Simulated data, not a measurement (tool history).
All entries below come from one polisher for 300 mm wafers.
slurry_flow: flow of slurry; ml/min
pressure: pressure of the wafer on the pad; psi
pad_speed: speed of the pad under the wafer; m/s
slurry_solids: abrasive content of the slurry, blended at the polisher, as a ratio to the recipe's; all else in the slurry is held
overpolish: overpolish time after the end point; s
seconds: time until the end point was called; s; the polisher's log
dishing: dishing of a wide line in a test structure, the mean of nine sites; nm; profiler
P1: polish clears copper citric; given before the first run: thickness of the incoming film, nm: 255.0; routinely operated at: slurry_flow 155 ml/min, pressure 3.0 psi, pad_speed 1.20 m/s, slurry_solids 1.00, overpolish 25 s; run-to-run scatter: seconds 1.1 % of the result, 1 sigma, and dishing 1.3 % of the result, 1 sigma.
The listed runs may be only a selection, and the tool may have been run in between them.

run   hour  slurry_flow  pressure  pad_speed  slurry_solids  overpolish  seconds  dishing
  1    6.5          155       3.0       1.20           1.00          25  104.990   19.808
  2   11.0          155       4.7       1.20           1.00          25   68.150   22.372
      14.2  -- slurry nozzle cleaned
  3   17.3          155       3.0       1.20           1.00          25  102.930   19.972
  4   24.1          155       3.0       1.20           0.75          25  110.470   19.338
      27.7  -- head pressure recalibrated
  5   30.9          205       3.0       1.20           1.00          25   98.811   20.165
  6   36.0          155       3.0       1.70           0.80          25   77.852   20.658
  7   40.0          155       3.0       0.60           1.00          25  207.020   14.900
  8   47.5          155       3.0       1.20           1.00          36  106.700   21.649
  9   54.7          155       3.0       1.20           1.00          25  105.450   19.930
 10   61.4          120       3.0       0.72           1.00          25  181.550   15.889
      63.8  -- worn pad replaced by a new one
 11   68.9           95       3.0       1.20           1.00          25  116.450   19.297
 12   73.7          240       3.0       1.74           1.00          25   68.546   20.859
 13   77.4          155       3.0       1.20           1.00          25  105.720   20.065
 14   81.0          155       3.0       1.90           1.00          25   66.306   21.290
 15   86.2          155       3.0       1.20           1.00          14  106.600   15.475
 16   92.8          155       1.4       1.20           1.00          25  222.030   14.032
 17   98.9          155       3.0       1.20           1.35          25  100.290   20.097
 18  104.3          155       3.0       1.20           1.00          25  105.600   19.850
 19  111.2          155       3.0       1.20           1.00          25  105.920   19.772
 20  117.0          155       3.0       1.20           1.00          25  107.020   19.567
 21  120.9          155       3.0       1.20           1.00          25  109.660   19.426
 22  125.7          155       3.0       1.20           1.00          25  110.370   19.383
 23  131.1          155       3.0       1.20           1.00          25  111.540   19.339
 24  136.6          155       3.0       1.20           1.00          25  111.630   19.577
     140.0  -- worn pad replaced by a new one
     141.2  -- head pressure recalibrated
 25  142.5          155       3.0       1.20           1.00          25  113.570   19.484
 26  146.2          155       3.0       1.20           1.00          25  113.100   19.062
 27  152.3          155       3.0       1.20           1.00          25  113.020   19.461
 28  157.2          155       3.0       1.20           1.00          25  114.520   19.376
 29  163.4          155       3.0       1.20           1.00          25  113.310   19.389

What P1 gives has crept off from where it sat before. The 2 causes that follow fit the log equally well, each at the size noted:
A: abrasive missing from the slurry, % = 32.8
B: slurry flow missing at the pad, % = 33.6
The gradual shift began around hour 111.2.
Why every other cause is out:
removal rate lost through wear of the pad, %: maintenance at hour 140.0, after the shift began, did not return the process to its former output
head's pressure below its setpoint, %: maintenance at hour 141.2, after the shift began, did not return the process to its former output

Each of the check runs listed below is run on 3 wafers and reports their average, with the results left as question marks. Pick the one under which the possible causes would lead to clearly different results.
check 1  169.6          155       3.0       0.78           1.00          25        ?        ?
check 2  169.6          155       2.2       1.20           1.00          25        ?        ?
check 3  169.6          155       2.0       1.20           1.00          25        ?        ?
check 4  169.6           95       3.0       1.20           1.00          25        ?        ?

Predicted outcomes, by check and by cause:
  check   result     if A     if B
check 1  seconds  173.800  173.840
check 1  dishing   16.242   16.240
check 2  seconds  154.590  154.620
check 2  dishing   16.965   16.963
check 3  seconds  169.590  169.620
check 3  dishing   16.217   16.216
check 4  seconds  126.650  132.470
check 4  dishing   18.531   18.220
Separation of the two closest causes in each check, using whichever result separates them best: check 1 0.02 %; check 2 0.02 %; check 3 0.02 %; check 4 4.49 %
Only check 4 tells the causes apart: in the others they would give nearly the same result.

Running check 4 produced the following: seconds 126.780 s; dishing 18.820 nm. Which one of the listed causes fits?

It was cause A: abrasive missing from the slurry, %.
